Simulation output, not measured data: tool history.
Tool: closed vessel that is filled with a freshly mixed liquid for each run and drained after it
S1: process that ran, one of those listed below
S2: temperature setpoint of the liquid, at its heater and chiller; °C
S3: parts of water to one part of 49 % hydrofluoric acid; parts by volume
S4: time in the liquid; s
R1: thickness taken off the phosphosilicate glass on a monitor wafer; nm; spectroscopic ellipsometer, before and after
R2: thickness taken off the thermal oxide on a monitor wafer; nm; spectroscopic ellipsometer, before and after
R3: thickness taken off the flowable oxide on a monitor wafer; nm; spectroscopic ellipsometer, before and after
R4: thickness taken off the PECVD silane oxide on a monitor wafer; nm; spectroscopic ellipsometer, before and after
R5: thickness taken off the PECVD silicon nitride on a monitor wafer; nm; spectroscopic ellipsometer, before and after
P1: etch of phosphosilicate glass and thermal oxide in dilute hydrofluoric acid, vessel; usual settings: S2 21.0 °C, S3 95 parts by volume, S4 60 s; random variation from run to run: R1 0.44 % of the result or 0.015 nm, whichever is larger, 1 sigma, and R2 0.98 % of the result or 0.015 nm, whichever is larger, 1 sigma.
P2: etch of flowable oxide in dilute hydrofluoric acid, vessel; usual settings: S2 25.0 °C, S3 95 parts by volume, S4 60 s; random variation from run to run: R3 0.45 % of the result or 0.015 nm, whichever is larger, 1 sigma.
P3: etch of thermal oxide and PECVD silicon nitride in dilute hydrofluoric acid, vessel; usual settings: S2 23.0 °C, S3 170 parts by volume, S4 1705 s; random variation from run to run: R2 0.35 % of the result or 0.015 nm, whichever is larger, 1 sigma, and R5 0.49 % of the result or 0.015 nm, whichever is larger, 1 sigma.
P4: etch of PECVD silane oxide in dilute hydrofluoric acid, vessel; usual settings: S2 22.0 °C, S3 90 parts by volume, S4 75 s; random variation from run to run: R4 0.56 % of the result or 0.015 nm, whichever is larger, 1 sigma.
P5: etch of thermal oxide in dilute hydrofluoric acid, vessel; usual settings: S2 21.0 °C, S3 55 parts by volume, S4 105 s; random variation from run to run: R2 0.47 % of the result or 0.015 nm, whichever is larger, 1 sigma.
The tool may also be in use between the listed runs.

run	day	S1	S2	S3	S4	R1	R2	R3	R4	R5
1	0.412	P1	21.0	95	60	43.944	2.5001			
2	0.767	P1	17.0	95	60	37.532	2.1751			
3	1.142	P2	25.0	165	60			18.120		
4	1.638	P1	27.0	95	60	55.874	3.1848			
5	1.950	P4	17.0	90	75				11.156	
6	2.229	P1	21.0	95	30	21.992	1.2608			
7	2.667	P3	23.0	170	1705		44.3220			42.311
8	2.962	P5	21.0	55	185		14.3270			
9	3.333	P1	17.0	95	85	52.893	3.0858			
10	3.592	P1	21.0	95	60	43.778	2.5663			
11	3.896	P1	21.0	95	60	43.811	2.5384			
12	4.212	P1	21.0	95	110	81.098	4.5721			
13	4.600	P2	25.0	95	60			34.049		
14	4.858	P1	21.0	50	60	88.725	5.0862			
15	5.346	P1	21.0	165	60	23.687	1.3439			
16	5.838	P3	17.0	170	1705		34.9880			28.344
17	6.138	P4	22.0	90	75				13.709	
18	6.512	P1	21.0	40	30	55.588	3.2664			
19	7.046	P1	21.0	95	60	44.155	2.5415			
20	7.475	P3	23.0	170	1705		44.2330			42.938
21	7.792	P5	17.0	55	105		6.8034			
22	8.262	P4	22.0	55	75				23.210	
23	8.700	P2	25.0	95	95			54.132		
24	8.983	P4	22.0	90	125				22.834	
25	9.496	P1	21.0	95	60	44.022	2.5241			
26	9.938	P5	21.0	55	105		8.1390			
27	10.183	P5	21.0	80	105		5.4131			
28	10.496	P3	23.0	170	635		16.4220			15.897
29	10.971	P2	20.5	95	60			28.243		
30	11.225	P1	17.0	30	60	127.580	7.2884			
31	11.575	P1	21.0	95	60	44.217	2.5178			
32	12.058	P3	23.0	85	1705		96.7940			84.454
33	12.488	P1	21.0	95	60	43.839	2.5576			
34	12.983	P1	21.0	95	60	46.272	2.5961			

The next listed run, before its measurement:
35	13.500	P1	21.0	95	60	?	?			

R1: 46.914 nm
R2: 2.6424 nm

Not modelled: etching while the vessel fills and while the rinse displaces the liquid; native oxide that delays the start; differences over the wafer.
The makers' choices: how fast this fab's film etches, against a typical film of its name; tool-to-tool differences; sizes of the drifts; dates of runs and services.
